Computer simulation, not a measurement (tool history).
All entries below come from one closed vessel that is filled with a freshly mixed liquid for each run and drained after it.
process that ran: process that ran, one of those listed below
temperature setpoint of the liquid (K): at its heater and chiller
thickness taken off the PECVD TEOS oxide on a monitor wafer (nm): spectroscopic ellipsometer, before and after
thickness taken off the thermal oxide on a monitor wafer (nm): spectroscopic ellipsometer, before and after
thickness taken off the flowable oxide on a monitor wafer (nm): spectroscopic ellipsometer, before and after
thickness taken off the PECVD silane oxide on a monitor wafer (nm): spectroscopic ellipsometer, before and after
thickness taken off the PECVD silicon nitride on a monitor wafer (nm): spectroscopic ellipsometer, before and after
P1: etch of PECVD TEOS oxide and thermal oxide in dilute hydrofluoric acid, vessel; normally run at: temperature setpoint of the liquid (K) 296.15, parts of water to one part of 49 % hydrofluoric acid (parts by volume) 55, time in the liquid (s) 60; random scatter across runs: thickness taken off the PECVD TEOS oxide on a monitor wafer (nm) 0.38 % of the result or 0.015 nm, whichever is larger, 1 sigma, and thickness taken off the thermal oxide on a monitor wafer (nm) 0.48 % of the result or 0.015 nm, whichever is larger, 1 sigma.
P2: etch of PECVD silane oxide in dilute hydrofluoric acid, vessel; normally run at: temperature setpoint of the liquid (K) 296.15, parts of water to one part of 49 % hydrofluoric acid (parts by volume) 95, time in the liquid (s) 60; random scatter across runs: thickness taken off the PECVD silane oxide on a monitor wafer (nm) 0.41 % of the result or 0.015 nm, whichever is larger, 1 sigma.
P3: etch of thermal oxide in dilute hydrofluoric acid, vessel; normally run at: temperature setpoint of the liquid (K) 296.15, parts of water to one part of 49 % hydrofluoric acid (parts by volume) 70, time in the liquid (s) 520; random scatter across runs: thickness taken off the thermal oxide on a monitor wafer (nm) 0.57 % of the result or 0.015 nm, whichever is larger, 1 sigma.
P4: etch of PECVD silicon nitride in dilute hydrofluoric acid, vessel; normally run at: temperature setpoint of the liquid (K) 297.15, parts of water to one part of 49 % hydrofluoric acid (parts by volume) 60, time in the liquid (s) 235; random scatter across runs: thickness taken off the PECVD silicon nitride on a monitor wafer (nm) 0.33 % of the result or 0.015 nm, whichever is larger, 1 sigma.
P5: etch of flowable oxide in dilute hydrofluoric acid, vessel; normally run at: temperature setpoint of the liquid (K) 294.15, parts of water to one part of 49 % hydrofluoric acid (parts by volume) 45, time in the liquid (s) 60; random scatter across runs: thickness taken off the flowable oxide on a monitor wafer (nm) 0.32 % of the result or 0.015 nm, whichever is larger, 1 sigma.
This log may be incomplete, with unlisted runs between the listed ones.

run   hour  process that ran  temperature setpoint of the liquid (K)  parts of water to one part of 49 % hydrofluoric acid (parts by volume)  time in the liquid (s)  thickness taken off the PECVD TEOS oxide on a monitor wafer (nm)  thickness taken off the thermal oxide on a monitor wafer (nm)  thickness taken off the flowable oxide on a monitor wafer (nm)  thickness taken off the PECVD silane oxide on a monitor wafer (nm)  thickness taken off the PECVD silicon nitride on a monitor wafer (nm)
  1   10.1                P1                                  296.15                                                                      55                      60                                                            9.6797                                                         5.3793
  2   21.5                P1                                  296.15                                                                      55                      60                                                            9.6472                                                         5.3515
  3   27.4                P5                                  294.15                                                                      45                      30                                                                                                                                                                                           25.288
  4   38.1                P5                                  294.15                                                                      45                      60                                                                                                                                                                                           50.962
  5   45.2                P5                                  290.15                                                                      45                      60                                                                                                                                                                                           42.751
  6   51.2                P1                                  296.15                                                                      55                      60                                                            9.6357                                                          5.373
  7   63.6                P1                                  296.15                                                                      55                      60                                                            9.6273                                                         5.3618
  8   70.5                P2                                  296.15                                                                      35                      60                                                                                                                                                                                                                                                               30.098
  9     80                P1                                  290.15                                                                      55                      60                                                             7.441                                                          4.158
 10   91.4                P1                                  296.15                                                                      90                      60                                                            5.6492                                                         3.1252
 11    103                P1                                  296.15                                                                      55                      95                                                            15.179                                                           8.55
 12    115                P4                                  297.15                                                                      20                     235                                                                                                                                                                                                                                                                                                                                      24.269
 13  122.4                P1                                  301.15                                                                      55                      60                                                            11.794                                                         6.5525
 14  129.8                P1                                  296.15                                                                      55                      30                                                            4.8187                                                         2.6986
 15    136                P3                                  296.15                                                                      70                     775                                                                                                                           51.621
 16  146.7                P2                                  296.15                                                                      95                      60                                                                                                                                                                                                                                                               10.314
 17    156                P4                                  297.15                                                                      60                     350                                                                                                                                                                                                                                                                                                                                      12.296
 18  166.6                P3                                  301.15                                                                      70                     520                                                                                                                            42.04
 19    173                P4                                  290.15                                                                      60                     235                                                                                                                                                                                                                                                                                                                                      5.1627
 20  182.1                P1                                  296.15                                                                      80                     100                                                            10.764                                                         5.9849
 21  193.9                P3                                  296.15                                                                      35                     520                                                                                                                           72.349
 22  199.8                P3                                  296.15                                                                      70                     520                                                                                                                           34.034
 23  211.9                P5                                  294.15                                                                      60                      60                                                                                                                                                                                           37.258
 24  224.2                P1                                  296.15                                                                      55                      60                                                             9.692                                                          5.379
 25  231.2                P2                                  296.15                                                                      95                      30                                                                                                                                                                                                                                                               5.1232
 26  241.6                P2                                  303.65                                                                      95                      60                                                                                                                                                                                                                                                               13.643
 27  252.2                P1                                  296.15                                                                      20                      60                                                             27.74                                                         15.692
 28  264.2                P2                                  296.15                                                                      95                      60                                                                                                                                                                                                                                                                10.26
 29  270.2                P4                                  297.15                                                                      60                     235                                                                                                                                                                                                                                                                                                                                      8.2751
 30  280.9                P1                                  296.15                                                                      55                      60                                                            9.5913                                                         5.3914
 31  288.3                P1                                  302.65                                                                      55                      30                                                             6.216                                                         3.5073
 32  295.9                P1                                  296.15                                                                      55                      60                                                            9.6223                                                         5.4347
 33  307.5                P1                                  296.15                                                                      55                      60                                                            9.9049                                                         5.4843
 34  317.9                P1                                  296.15                                                                      55                      60                                                            9.9771                                                          5.601
 35  326.1                P1                                  296.15                                                                      55                      60                                                            10.121                                                         5.6391
 36  335.5                P1                                  296.15                                                                      55                      60                                                            10.099                                                         5.7128
 37  347.5                P1                                  296.15                                                                      55                      60                                                            10.168                                                         5.7145
 38    357                P1                                  296.15                                                                      55                      60                                                            10.259                                                         5.7292
 39  364.8                P1                                  296.15                                                                      55                      60                                                            10.232                                                         5.6741
 40  377.3                P1                                  296.15                                                                      55                      60                                                             10.21                                                         5.7276

What P1 gives has crept off from where it sat before. The 2 causes that follow fit the log equally well, each at the size noted:
A: liquid hotter than its thermometer reads (K) = 1.46
B: hydrofluoric acid flow above the setpoint (%) = 5.76
The drift started at roughly hour 295.9.

Of the 4 check runs listed below, each run on one wafer and each result written as a question mark, which would let you distinguish the listed causes because they would give clearly different results?
check 1  389.8                P3                                  296.15                                                                      70                     520                                                                                                                                ?
check 2  389.8                P4                                  297.15                                                                      60                     235                                                                                                                                                                                                                                                                                                                                           ?
check 3  389.8                P5                                  294.15                                                                      45                      60                                                                                                                                                                                                ?
check 4  389.8                P2                                  296.15                                                                      95                      60                                                                                                                                                                                                                                                                    ?

If the cause were each of the candidates in turn, the checks would give the following:
  check                                                                 result    if A    if B
check 1          thickness taken off the thermal oxide on a monitor wafer (nm)  36.461  36.515
check 2  thickness taken off the PECVD silicon nitride on a monitor wafer (nm)  9.1474  8.7672
check 3         thickness taken off the flowable oxide on a monitor wafer (nm)  53.989   53.86
check 4     thickness taken off the PECVD silane oxide on a monitor wafer (nm)  10.902  10.946
Per check, the gap between the least separated pair of causes, taken in the result that splits them most: check 1 0.15 %; check 2 4.25 %; check 3 0.24 %; check 4 0.4 %
Only in check 2 would the causes give clearly different results; in the remaining checks their results would be nearly the same.

After running check 2, the following was obtained: thickness taken off the PECVD silicon nitride on a monitor wafer (nm) 9.1598. Which cause does this point to?

It is A: liquid hotter than its thermometer reads (K).

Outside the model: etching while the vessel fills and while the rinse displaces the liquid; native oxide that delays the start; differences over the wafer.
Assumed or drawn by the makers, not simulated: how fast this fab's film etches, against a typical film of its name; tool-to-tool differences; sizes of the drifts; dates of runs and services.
